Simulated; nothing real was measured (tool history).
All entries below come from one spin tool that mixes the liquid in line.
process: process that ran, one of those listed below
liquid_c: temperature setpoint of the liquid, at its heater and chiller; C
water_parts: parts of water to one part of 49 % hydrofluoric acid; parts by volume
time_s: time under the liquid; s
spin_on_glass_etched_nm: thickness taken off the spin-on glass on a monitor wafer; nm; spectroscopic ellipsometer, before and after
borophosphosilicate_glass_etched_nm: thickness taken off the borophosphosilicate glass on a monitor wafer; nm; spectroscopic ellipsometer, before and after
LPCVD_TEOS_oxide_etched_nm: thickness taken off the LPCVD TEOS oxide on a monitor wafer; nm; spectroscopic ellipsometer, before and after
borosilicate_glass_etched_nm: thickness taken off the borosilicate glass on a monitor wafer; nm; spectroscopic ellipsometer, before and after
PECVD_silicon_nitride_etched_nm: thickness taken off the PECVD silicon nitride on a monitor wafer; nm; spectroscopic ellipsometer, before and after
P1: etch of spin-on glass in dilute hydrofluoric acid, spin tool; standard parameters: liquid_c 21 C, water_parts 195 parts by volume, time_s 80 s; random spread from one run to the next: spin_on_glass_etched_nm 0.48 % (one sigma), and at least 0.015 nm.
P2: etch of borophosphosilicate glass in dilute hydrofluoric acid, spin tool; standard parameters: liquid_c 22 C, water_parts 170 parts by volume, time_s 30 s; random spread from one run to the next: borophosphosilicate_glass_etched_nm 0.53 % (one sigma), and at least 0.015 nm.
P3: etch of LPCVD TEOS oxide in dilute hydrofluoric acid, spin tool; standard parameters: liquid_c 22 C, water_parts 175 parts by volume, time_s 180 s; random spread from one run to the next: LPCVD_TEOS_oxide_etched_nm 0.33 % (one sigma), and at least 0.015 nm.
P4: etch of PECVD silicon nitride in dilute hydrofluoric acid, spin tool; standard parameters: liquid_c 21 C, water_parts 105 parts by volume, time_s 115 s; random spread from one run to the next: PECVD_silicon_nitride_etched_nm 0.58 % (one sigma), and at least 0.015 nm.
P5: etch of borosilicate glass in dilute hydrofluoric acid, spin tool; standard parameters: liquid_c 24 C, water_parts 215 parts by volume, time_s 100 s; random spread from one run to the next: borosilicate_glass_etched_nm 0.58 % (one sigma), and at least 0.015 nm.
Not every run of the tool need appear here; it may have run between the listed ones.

run	day	process	liquid_c	water_parts	time_s	spin_on_glass_etched_nm	borophosphosilicate_glass_etched_nm	LPCVD_TEOS_oxide_etched_nm	borosilicate_glass_etched_nm	PECVD_silicon_nitride_etched_nm
1	0.504	P1	21	195	80	6.9103				
2	0.792	P2	22	35	30		47.885			
3	1.346	P3	22	175	180			22.874		
# day 1.617: thermometer replaced
4	1.871	P1	21	195	80	6.8196				
5	2.3	P1	29	195	80	9.2457				
6	2.912	P1	21	195	80	6.8747				
7	3.492	P1	21	195	30	2.5345				
8	3.875	P5	29	215	100				25.432	
9	4.167	P1	17	80	80	15.944				
10	4.592	P4	21	180	115					2.8371
11	5.075	P5	24	215	190				40.469	
12	5.671	P4	26	105	115					6.5933
13	6.033	P1	21	195	140	12.042				
14	6.617	P3	22	175	85			10.859		
15	6.938	P4	21	105	115					4.8102
16	7.458	P1	21	195	80	6.8355				
# day 7.871: hydrofluoric acid flow meter replaced
17	7.908	P1	21	195	80	6.8455				
18	8.329	P2	25.5	170	30		9.5707			
19	8.792	P5	24	315	100				13.036	
20	9.188	P2	22	170	55		15.315			
21	9.796	P4	21	105	50					2.0558
22	10.325	P2	22	170	30		8.3679			
23	10.883	P1	21	355	80	3.277				
24	11.529	P1	21	115	80	12.723				
25	11.883	P1	17	195	80	5.8584				
26	12.325	P3	22	60	180			76.392		
27	12.65	P5	24	215	100				21.311	
28	13.117	P3	30	175	180			30.757		
29	13.721	P1	21	195	80	6.8678				
30	14.154	P1	21	195	80	6.8668				
31	14.792	P1	21	195	80	6.696				
32	15.358	P1	21	195	80	6.5233				
33	15.9	P1	21	195	80	6.5741				
34	16.196	P1	21	195	80	6.4357				
35	16.838	P1	21	195	80	6.45				
36	17.479	P1	21	195	80	6.4741				
37	17.988	P1	21	195	80	6.4312				

What P1 gives has crept away from where it was. These 2 causes fit the log equally well, each at the size given:
A: hydrofluoric acid flow below the setpoint (%) = 5.14
B: liquid colder than its thermometer reads (K) = 1.64
The process output started creeping at around day 14.154.

Consider the 4 single-wafer check runs listed below, results given as question marks: which one distinguishes between the causes by giving clearly different results for each?
check 1	18.496	P2	22	170	30		?			
check 2	18.496	P5	24	215	100				?	
check 3	18.496	P3	22	175	180			?		
check 4	18.496	P4	21	105	115					?

What each check would give under each cause:
check	result	if A	if B
check 1	borophosphosilicate_glass_etched_nm	7.8425	7.8332
check 2	borosilicate_glass_etched_nm	19.862	19.95
check 3	LPCVD_TEOS_oxide_etched_nm	21.55	21.533
check 4	PECVD_silicon_nitride_etched_nm	4.5483	4.2851
Smallest distance between any two causes, each pair judged by its most separating result, in per cent: check 1 0.12 %; check 2 0.44 %; check 3 0.08 %; check 4 5.96 %
Only check 4 tells the causes apart: in the others they would give nearly the same result.

Check 4 was then run and gave: PECVD_silicon_nitride_etched_nm 4.5371 nm. Which cause is it?

The correct cause is A, namely: hydrofluoric acid flow below the setpoint (%).

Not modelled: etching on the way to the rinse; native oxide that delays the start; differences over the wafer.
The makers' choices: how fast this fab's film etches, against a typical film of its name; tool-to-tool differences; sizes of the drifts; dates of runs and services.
